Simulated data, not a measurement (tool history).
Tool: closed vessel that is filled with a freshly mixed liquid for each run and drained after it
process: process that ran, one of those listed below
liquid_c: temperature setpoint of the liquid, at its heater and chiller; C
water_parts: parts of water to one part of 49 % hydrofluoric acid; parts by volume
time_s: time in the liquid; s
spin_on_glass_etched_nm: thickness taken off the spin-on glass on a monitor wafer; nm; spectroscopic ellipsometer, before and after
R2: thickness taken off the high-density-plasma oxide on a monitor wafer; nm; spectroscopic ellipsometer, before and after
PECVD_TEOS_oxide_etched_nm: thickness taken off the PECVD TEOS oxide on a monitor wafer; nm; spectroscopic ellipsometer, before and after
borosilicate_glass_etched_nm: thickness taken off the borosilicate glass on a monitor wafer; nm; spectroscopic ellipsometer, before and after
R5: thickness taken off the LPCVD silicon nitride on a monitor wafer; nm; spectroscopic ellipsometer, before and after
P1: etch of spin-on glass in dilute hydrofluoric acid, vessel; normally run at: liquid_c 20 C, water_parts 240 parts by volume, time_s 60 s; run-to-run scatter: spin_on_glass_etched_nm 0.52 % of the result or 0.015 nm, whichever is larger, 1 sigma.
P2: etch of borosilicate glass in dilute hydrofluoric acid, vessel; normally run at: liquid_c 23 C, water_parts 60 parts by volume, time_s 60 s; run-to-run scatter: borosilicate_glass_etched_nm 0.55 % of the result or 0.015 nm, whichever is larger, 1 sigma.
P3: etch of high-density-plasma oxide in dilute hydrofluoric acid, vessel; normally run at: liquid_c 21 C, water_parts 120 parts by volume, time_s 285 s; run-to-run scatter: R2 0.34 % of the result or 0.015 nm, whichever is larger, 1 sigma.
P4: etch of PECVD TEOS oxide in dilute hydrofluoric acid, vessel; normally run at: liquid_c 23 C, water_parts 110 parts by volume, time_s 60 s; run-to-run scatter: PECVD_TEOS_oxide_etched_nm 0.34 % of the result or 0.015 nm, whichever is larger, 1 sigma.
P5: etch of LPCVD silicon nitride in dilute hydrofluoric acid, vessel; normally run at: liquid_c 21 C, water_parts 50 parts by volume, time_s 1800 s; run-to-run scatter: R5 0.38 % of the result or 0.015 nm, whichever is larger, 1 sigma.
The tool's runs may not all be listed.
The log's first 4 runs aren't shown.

run 5 hour=59.0 | process=P3 liquid_c=21 water_parts=205 time_s=285 | R2=5.5006
run 6 hour=73.9 | process=P3 liquid_c=17 water_parts=120 time_s=285 | R2=8.6707
run 7 hour=90.2 | process=P4 liquid_c=23 water_parts=25 time_s=60 | PECVD_TEOS_oxide_etched_nm=70.607
run 8 hour=104.9 | process=P2 liquid_c=23 water_parts=60 time_s=30 | borosilicate_glass_etched_nm=15.427
run 9 hour=120.0 | process=P1 liquid_c=17 water_parts=240 time_s=35 | spin_on_glass_etched_nm=6.4561
run 10 hour=130.9 | process=P1 liquid_c=20 water_parts=90 time_s=60 | spin_on_glass_etched_nm=38.4990
run 11 hour=142.3 | process=P5 liquid_c=17 water_parts=50 time_s=1800 | R5=11.158
run 12 hour=156.5 | process=P1 liquid_c=17 water_parts=240 time_s=60 | spin_on_glass_etched_nm=11.0590
run 13 hour=165.5 | process=P5 liquid_c=21 water_parts=50 time_s=3550 | R5=29.219
run 14 hour=173.7 | process=P1 liquid_c=20 water_parts=240 time_s=60 | spin_on_glass_etched_nm=12.5610
run 15 hour=184.1 | process=P5 liquid_c=21 water_parts=85 time_s=1800 | R5=8.802
run 16 hour=202.5 | process=P1 liquid_c=20 water_parts=240 time_s=60 | spin_on_glass_etched_nm=12.3830
run 17 hour=217.5 | process=P1 liquid_c=26 water_parts=90 time_s=60 | spin_on_glass_etched_nm=49.3470
run 18 hour=226.8 | process=P3 liquid_c=21 water_parts=120 time_s=285 | R2=10.1970
run 19 hour=238.9 | process=P1 liquid_c=20 water_parts=240 time_s=30 | spin_on_glass_etched_nm=6.3359

The next listed run, before its measurement:
run 20 hour=253.4 | process=P2 liquid_c=30 water_parts=60 time_s=60 | borosilicate_glass_etched_nm=?

Run 20 gave borosilicate_glass_etched_nm 40.575 nm.

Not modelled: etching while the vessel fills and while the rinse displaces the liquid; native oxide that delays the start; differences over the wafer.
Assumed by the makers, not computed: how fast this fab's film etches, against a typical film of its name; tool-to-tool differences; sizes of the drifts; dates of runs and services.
